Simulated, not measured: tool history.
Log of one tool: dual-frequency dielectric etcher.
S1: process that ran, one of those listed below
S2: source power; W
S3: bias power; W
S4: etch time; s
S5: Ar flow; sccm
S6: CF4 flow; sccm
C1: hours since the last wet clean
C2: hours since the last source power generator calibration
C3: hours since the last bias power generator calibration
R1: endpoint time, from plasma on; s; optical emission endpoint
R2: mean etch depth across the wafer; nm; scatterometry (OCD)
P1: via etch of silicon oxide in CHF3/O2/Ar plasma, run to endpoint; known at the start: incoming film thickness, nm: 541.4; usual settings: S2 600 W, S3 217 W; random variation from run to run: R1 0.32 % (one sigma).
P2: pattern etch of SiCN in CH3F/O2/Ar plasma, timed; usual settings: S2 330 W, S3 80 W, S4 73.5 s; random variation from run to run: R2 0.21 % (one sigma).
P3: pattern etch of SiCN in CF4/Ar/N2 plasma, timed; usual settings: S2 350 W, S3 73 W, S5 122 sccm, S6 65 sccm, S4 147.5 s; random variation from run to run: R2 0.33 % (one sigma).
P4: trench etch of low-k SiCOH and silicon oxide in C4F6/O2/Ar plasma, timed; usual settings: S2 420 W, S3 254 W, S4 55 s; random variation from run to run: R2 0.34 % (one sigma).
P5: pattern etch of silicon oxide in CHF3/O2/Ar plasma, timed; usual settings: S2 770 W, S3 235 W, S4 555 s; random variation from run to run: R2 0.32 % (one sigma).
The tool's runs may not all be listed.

run 1 day=0.296 | S1=P1 S2=600 S3=217 | C1=116.8 C2=1281.6 C3=1054.7 | R1=255.42
run 2 day=0.542 | S1=P4 S2=420 S3=164 S4=55 | C1=122.7 C2=1287.5 C3=1060.6 | R2=176.38
run 3 day=0.804 | S1=P1 S2=720 S3=217 | C1=129 C2=1293.8 C3=1066.9 | R1=238.35
run 4 day=1.029 | S1=P2 S2=330 S3=80 S4=105 | C1=134.4 C2=1299.2 C3=1072.3 | R2=36.998
run 5 day=1.375 | S1=P5 S2=770 S3=235 S4=350.5 | C1=142.7 C2=1307.5 C3=1080.6 | R2=854.08
run 6 day=1.717 | S1=P4 S2=420 S3=254 S4=40 | C1=150.9 C2=1315.7 C3=1088.8 | R2=147.45
run 7 day=1.9 | S1=P3 S2=280 S3=73 S4=147.5 S5=122 S6=65 | C1=155.3 C2=1320.1 C3=1093.2 | R2=83.62
run 8 day=2.075 | S1=P3 S2=350 S3=59 S4=147.5 S5=122 S6=65 | C1=159.5 C2=1324.3 C3=1097.4 | R2=93.985
run 9 day=2.358 | S1=P1 S2=600 S3=217 | C1=166.3 C2=1331.1 C3=1104.2 | R1=256.84
run 10 day=2.579 | S1=P3 S2=350 S3=73 S4=147.5 S5=122 S6=65 | C1=171.6 C2=1336.4 C3=1109.5 | R2=100.82
run 11 day=2.854 | S1=P1 S2=600 S3=217 | C1=178.2 C2=1343 C3=1116.1 | R1=254.82
run 12 day=3.025 | S1=P1 S2=740 S3=140 | C1=182.3 C2=1347.1 C3=1120.2 | R1=273.42
run 13 day=3.179 | S1=P1 S2=740 S3=292 | C1=186 C2=1350.8 C3=1123.9 | R1=213.42
run 14 day=3.504 | S1=P3 S2=350 S3=73 S4=147.5 S5=122 S6=49 | C1=193.8 C2=1358.6 C3=1131.7 | R2=96.038
run 15 day=3.792 | S1=P3 S2=350 S3=73 S4=147.5 S5=158 S6=65 | C1=200.7 C2=1365.5 C3=1138.6 | R2=97.103
run 16 day=4.129 | S1=P2 S2=460 S3=80 S4=73.5 | C1=208.8 C2=1373.6 C3=1146.7 | R2=29.305
run 17 day=4.342 | S1=P5 S2=770 S3=235 S4=555 | C1=213.9 C2=1378.7 C3=1151.8 | R2=1357.5
run 18 day=4.517 | S1=P1 S2=600 S3=217 | C1=218.1 C2=1382.9 C3=1156 | R1=256.62
run 19 day=4.717 | S1=P4 S2=550 S3=254 S4=55 | C1=222.9 C2=1387.7 C3=1160.8 | R2=224.4
run 20 day=4.929 | S1=P1 S2=600 S3=161 | C1=228 C2=1392.8 C3=1165.9 | R1=284.29
run 21 day=5.15 | S1=P4 S2=420 S3=254 S4=55 | C1=233.3 C2=1398.1 C3=1171.2 | R2=203.17
run 22 day=5.442 | S1=P5 S2=770 S3=235 S4=555 | C1=240.3 C2=1405.1 C3=1178.2 | R2=1354.1
run 23 day=5.617 | S1=P1 S2=600 S3=217 | C1=244.5 C2=1409.3 C3=1182.4 | R1=255.98
run 24 day=5.896 | S1=P1 S2=600 S3=262 | C1=251.2 C2=1416 C3=1189.1 | R1=240.11
run 25 day=6.054 | S1=P1 S2=840 S3=263 | C1=255 C2=1419.8 C3=1192.9 | R1=210.74
run 26 day=6.308 | S1=P3 S2=350 S3=73 S4=82.5 S5=122 S6=65 | C1=261.1 C2=1425.9 C3=1199 | R2=56.061
run 27 day=6.642 | S1=P5 S2=540 S3=235 S4=555 | C1=269.1 C2=1433.9 C3=1207 | R2=1184.4
run 28 day=6.821 | S1=P5 S2=770 S3=191 S4=555 | C1=273.4 C2=1438.2 C3=1211.3 | R2=1264.5
run 29 day=7.012 | S1=P2 S2=330 S3=80 S4=73.5 | C1=278 C2=1442.8 C3=1215.9 | R2=25.863
run 30 day=7.312 | S1=P1 S2=430 S3=217 | C1=285.2 C2=1450 C3=1223.1 | R1=290.63
run 31 day=7.533 | S1=P2 S2=330 S3=109 S4=73.5 | C1=290.5 C2=1455.3 C3=1228.4 | R2=29.039
run 32 day=7.712 | S1=P1 S2=600 S3=217 | C1=294.8 C2=1459.6 C3=1232.7 | R1=254.82
run 33 day=7.9 | S1=P1 S2=600 S3=217 | C1=299.3 C2=1464.1 C3=1237.2 | R1=256.48
run 34 day=8.2 | S1=P1 S2=600 S3=217 | C1=306.5 C2=1471.3 C3=1244.4 | R1=259.93
run 35 day=8.383 | S1=P1 S2=600 S3=217 | C1=310.9 C2=1475.7 C3=1248.8 | R1=260.5
run 36 day=8.608 | S1=P1 S2=600 S3=217 | C1=316.3 C2=1481.1 C3=1254.2 | R1=258.42
-- day=8.767 wet clean of the chamber
run 37 day=8.767 | S1=P1 S2=600 S3=217 | C1=0.1 C2=1484.9 C3=1258 | R1=258.66
run 38 day=9.067 | S1=P1 S2=600 S3=217 | C1=7.3 C2=1492.1 C3=1265.2 | R1=259.41
run 39 day=9.321 | S1=P1 S2=600 S3=217 | C1=13.4 C2=1498.2 C3=1271.3 | R1=260.64

What P1 gives has crept away from where it was. These 2 causes fit the log equally well, each at the size given:
A: bias power that arrives under what is set, % = 4.56
B: source power that arrives under what is set, % = 4.19
The creep began at about day 7.712.
Why every other cause is out:
chamber walls in a state that lowers the etch rate, %: serviced at day 8.767, which brought nothing back

4 check runs are offered, each on 2 wafers whose results are averaged, their results left as question marks. Which one tells the causes apart?
run check 1 day=9.575 | S1=P4 S2=420 S3=200 S4=55 | R2=?
run check 2 day=9.575 | S1=P3 S2=350 S3=73 S4=122.5 S5=122 S6=65 | R2=?
run check 3 day=9.575 | S1=P2 S2=450 S3=80 S4=89.5 | R2=?
run check 4 day=9.575 | S1=P5 S2=580 S3=235 S4=427.5 | R2=?

What each check would give under each cause:
check=check_1 result=R2 if_A=184.93 if_B=184.63
check=check_2 result=R2 if_A=82.497 if_B=80.853
check=check_3 result=R2 if_A=34.735 if_B=34.757
check=check_4 result=R2 if_A=922.36 if_B=922.69
How far apart the two closest causes lie, in the result that separates them most: check 1 0.16 %; check 2 2.01 %; check 3 0.06 %; check 4 0.04 %
Check 2 tells the causes apart: in the others they would give nearly the same result.

Check 2 was then run and gave: R2 81.06 nm. Which cause is it?

It is B: source power that arrives under what is set, %.
